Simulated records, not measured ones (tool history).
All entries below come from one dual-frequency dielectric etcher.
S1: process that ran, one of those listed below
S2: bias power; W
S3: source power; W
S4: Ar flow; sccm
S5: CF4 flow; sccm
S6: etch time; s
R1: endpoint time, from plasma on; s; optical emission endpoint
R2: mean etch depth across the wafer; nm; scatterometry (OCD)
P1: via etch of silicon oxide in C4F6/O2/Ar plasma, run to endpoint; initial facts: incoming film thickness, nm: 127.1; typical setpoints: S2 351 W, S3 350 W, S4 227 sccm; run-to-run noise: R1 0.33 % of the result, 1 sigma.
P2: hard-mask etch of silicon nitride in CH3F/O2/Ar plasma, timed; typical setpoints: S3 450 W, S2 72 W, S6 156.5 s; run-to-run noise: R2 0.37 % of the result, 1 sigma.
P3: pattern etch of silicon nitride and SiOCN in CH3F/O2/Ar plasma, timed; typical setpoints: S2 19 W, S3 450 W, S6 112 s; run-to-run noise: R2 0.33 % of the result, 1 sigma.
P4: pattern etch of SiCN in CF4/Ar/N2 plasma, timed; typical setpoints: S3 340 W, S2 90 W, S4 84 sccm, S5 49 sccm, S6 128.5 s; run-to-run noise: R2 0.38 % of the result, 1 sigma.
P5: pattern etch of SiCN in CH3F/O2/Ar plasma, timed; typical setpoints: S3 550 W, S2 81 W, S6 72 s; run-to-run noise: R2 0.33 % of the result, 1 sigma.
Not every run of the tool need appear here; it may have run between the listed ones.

{"run": 1, "day": 0.454, "S1": "P1", "S2": 351, "S3": 350, "S4": 227, "R1": 31.883}
{"run": 2, "day": 0.904, "S1": "P4", "S2": 90, "S3": 340, "S4": 113, "S5": 49, "S6": 128.5, "R2": 85.96}
{"run": 3, "day": 1.258, "S1": "P3", "S2": 19, "S3": 450, "S6": 112, "R2": 14.589}
{"run": 4, "day": 1.717, "S1": "P1", "S2": 351, "S3": 350, "S4": 227, "R1": 32.125}
{"run": 5, "day": 1.962, "S1": "P3", "S2": 19, "S3": 450, "S6": 149, "R2": 19.468}
{"run": 6, "day": 2.196, "S1": "P1", "S2": 351, "S3": 440, "S4": 227, "R1": 29.167}
{"run": 7, "day": 2.7, "S1": "P5", "S2": 81, "S3": 550, "S6": 72, "R2": 31.002}
{"run": 8, "day": 3.154, "S1": "P5", "S2": 81, "S3": 550, "S6": 72, "R2": 30.81}
{"run": 9, "day": 3.567, "S1": "P2", "S2": 72, "S3": 450, "S6": 190.5, "R2": 138.7}
{"run": 10, "day": 3.808, "S1": "P2", "S2": 72, "S3": 450, "S6": 156.5, "R2": 114.2}
{"day": 4.146, "done": "bias power generator calibrated"}
{"run": 11, "day": 4.2, "S1": "P1", "S2": 472, "S3": 350, "S4": 227, "R1": 28.529}
{"run": 12, "day": 4.617, "S1": "P5", "S2": 81, "S3": 550, "S6": 102.5, "R2": 44.008}
{"run": 13, "day": 4.904, "S1": "P4", "S2": 124, "S3": 340, "S4": 84, "S5": 49, "S6": 128.5, "R2": 101.82}
{"day": 5.188, "done": "source power generator calibrated"}
{"run": 14, "day": 5.254, "S1": "P2", "S2": 72, "S3": 450, "S6": 156.5, "R2": 114.49}
{"run": 15, "day": 5.675, "S1": "P4", "S2": 90, "S3": 340, "S4": 84, "S5": 49, "S6": 71.5, "R2": 49.89}
{"run": 16, "day": 5.992, "S1": "P5", "S2": 81, "S3": 350, "S6": 72, "R2": 25.989}
{"run": 17, "day": 6.217, "S1": "P2", "S2": 72, "S3": 320, "S6": 156.5, "R2": 100.43}
{"run": 18, "day": 6.588, "S1": "P1", "S2": 351, "S3": 350, "S4": 286, "R1": 32.912}
{"run": 19, "day": 6.988, "S1": "P1", "S2": 351, "S3": 280, "S4": 307, "R1": 35.871}
{"run": 20, "day": 7.296, "S1": "P2", "S2": 46, "S3": 450, "S6": 156.5, "R2": 99.137}
{"run": 21, "day": 7.708, "S1": "P4", "S2": 90, "S3": 450, "S4": 84, "S5": 49, "S6": 128.5, "R2": 113.93}
{"run": 22, "day": 8.008, "S1": "P1", "S2": 351, "S3": 350, "S4": 227, "R1": 32.071}
{"run": 23, "day": 8.229, "S1": "P4", "S2": 90, "S3": 340, "S4": 84, "S5": 49, "S6": 128.5, "R2": 89.114}
{"run": 24, "day": 8.488, "S1": "P5", "S2": 108, "S3": 550, "S6": 72, "R2": 34.351}

What does the tool deliver on the next run?
{"run": 25, "day": 8.988, "S1": "P4", "S2": 90, "S3": 340, "S4": 84, "S5": 49, "S6": 128.5, "R2": "?"}

Run 25 gave R2 89.174 nm.
